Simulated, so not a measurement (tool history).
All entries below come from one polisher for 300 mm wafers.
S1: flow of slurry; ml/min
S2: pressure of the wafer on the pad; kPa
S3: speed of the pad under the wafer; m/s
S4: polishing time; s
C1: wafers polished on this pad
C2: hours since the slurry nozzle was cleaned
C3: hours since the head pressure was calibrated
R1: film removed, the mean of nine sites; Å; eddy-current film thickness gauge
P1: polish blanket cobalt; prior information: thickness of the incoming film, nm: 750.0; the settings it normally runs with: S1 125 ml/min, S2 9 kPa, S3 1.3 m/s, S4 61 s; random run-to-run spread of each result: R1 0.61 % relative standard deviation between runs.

run,hour,S1,S2,S3,S4,C1,C2,C3,R1
1,4.7,125,9,1.3,61,409,499.1,726.5,2781.2
2,10.3,175,9,1.3,61,465,504.7,732.1,2963.4
3,14.9,125,4.1,1.3,61,512,509.3,736.7,1290.5
# hour 17.1: slurry nozzle cleaned
4,21.6,125,9,1.3,61,579,4.5,743.4,2793
5,25.3,125,9,1.3,61,616,8.2,747.1,2796.6
6,30.1,125,9,1.3,61,664,13,751.9,2814.5
7,36.2,125,9,1.76,61,725,19.1,758,3780.6
8,42.8,125,5.5,1.3,46,791,25.7,764.6,1296.3
9,48.3,125,11.7,1.3,61,846,31.2,770.1,3628.5
10,53.6,125,9,1.3,36,899,36.5,775.4,1653.9
11,57.8,75,9,1.3,61,941,40.7,779.6,2430.1
12,63.7,125,9,0.58,61,1000,46.6,785.5,1251.7
13,67,125,9,1.3,61,1033,49.9,788.8,2811.7
14,73.9,125,9,1.3,61,1102,56.8,795.7,2769.2
15,77.9,125,9,1.3,61,1142,60.8,799.7,2784.7
16,82.6,125,9,1.3,84,1190,65.5,804.4,3822.9

Estimate the outcome of run 17 from the log above:
17,88.3,125,9,1.3,61,1247,71.2,810.1,?

{"run 17": {"R1": 2793.4}}
